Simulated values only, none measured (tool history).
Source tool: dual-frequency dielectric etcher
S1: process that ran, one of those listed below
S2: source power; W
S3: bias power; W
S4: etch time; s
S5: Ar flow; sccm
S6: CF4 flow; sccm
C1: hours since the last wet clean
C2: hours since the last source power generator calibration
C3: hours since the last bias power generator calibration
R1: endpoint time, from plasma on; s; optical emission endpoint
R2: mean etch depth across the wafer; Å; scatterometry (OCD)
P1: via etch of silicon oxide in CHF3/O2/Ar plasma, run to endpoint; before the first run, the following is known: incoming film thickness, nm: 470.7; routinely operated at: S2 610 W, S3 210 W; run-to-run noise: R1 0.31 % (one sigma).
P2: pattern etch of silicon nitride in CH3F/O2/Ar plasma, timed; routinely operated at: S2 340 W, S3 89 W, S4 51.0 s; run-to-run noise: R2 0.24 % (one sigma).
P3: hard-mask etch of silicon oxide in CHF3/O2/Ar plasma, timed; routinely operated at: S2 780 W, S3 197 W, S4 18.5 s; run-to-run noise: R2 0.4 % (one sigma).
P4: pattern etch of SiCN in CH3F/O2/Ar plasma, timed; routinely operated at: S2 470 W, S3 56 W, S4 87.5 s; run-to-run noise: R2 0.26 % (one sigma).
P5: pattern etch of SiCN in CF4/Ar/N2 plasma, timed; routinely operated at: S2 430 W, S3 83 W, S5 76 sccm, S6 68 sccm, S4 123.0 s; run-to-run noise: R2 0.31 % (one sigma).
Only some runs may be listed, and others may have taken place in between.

run 1 hour=3.4 | S1=P1 S2=610 S3=210 | C1=99.2 C2=1243.5 C3=1915.6 | R1=220.98
run 2 hour=6.0 | S1=P4 S2=560 S3=56 S4=87.5 | C1=101.8 C2=1246.1 C3=1918.2 | R2=345.83
run 3 hour=10.5 | S1=P4 S2=470 S3=56 S4=118.0 | C1=106.3 C2=1250.6 C3=1922.7 | R2=436.23
run 4 hour=15.2 | S1=P3 S2=780 S3=197 S4=18.5 | C1=111.0 C2=1255.3 C3=1927.4 | R2=419.40
run 5 hour=18.9 | S1=P5 S2=430 S3=83 S4=123.0 S5=54 S6=68 | C1=114.7 C2=1259.0 C3=1931.1 | R2=1145.60
run 6 hour=21.2 | S1=P1 S2=790 S3=268 | C1=117.0 C2=1261.3 C3=1933.4 | R1=184.11
run 7 hour=24.7 | S1=P1 S2=830 S3=210 | C1=120.5 C2=1264.8 C3=1936.9 | R1=196.41
run 8 hour=28.2 | S1=P5 S2=530 S3=83 S4=123.0 S5=76 S6=68 | C1=124.0 C2=1268.3 C3=1940.4 | R2=1326.90
run 9 hour=31.8 | S1=P1 S2=480 S3=281 | C1=127.6 C2=1271.9 C3=1944.0 | R1=217.81
run 10 hour=36.5 | S1=P1 S2=470 S3=210 | C1=132.3 C2=1276.6 C3=1948.7 | R1=245.00
run 11 hour=40.1 | S1=P1 S2=610 S3=210 | C1=135.9 C2=1280.2 C3=1952.3 | R1=222.17
run 12 hour=42.2 | S1=P5 S2=430 S3=83 S4=123.0 S5=76 S6=68 | C1=138.0 C2=1282.3 C3=1954.4 | R2=1104.00
run 13 hour=45.0 | S1=P5 S2=430 S3=83 S4=123.0 S5=76 S6=45 | C1=140.8 C2=1285.1 C3=1957.2 | R2=1032.30
run 14 hour=48.9 | S1=P4 S2=470 S3=76 S4=87.5 | C1=144.7 C2=1289.0 C3=1961.1 | R2=359.51
run 15 hour=53.0 | S1=P1 S2=610 S3=210 | C1=148.8 C2=1293.1 C3=1965.2 | R1=221.23
run 16 hour=55.9 | S1=P1 S2=610 S3=251 | C1=151.7 C2=1296.0 C3=1968.1 | R1=208.15
run 17 hour=59.6 | S1=P3 S2=780 S3=197 S4=18.5 | C1=155.4 C2=1299.7 C3=1971.8 | R2=421.25
run 18 hour=63.8 | S1=P2 S2=340 S3=89 S4=51.0 | C1=159.6 C2=1303.9 C3=1976.0 | R2=360.17
run 19 hour=67.7 | S1=P5 S2=430 S3=49 S4=123.0 S5=76 S6=68 | C1=163.5 C2=1307.8 C3=1979.9 | R2=929.45

What does the tool deliver on the next run?
run 20 hour=71.4 | S1=P2 S2=340 S3=89 S4=63.0 | C1=167.2 C2=1311.5 C3=1983.6 | R2=?

Run 20 came out at R2 445.11 Å.
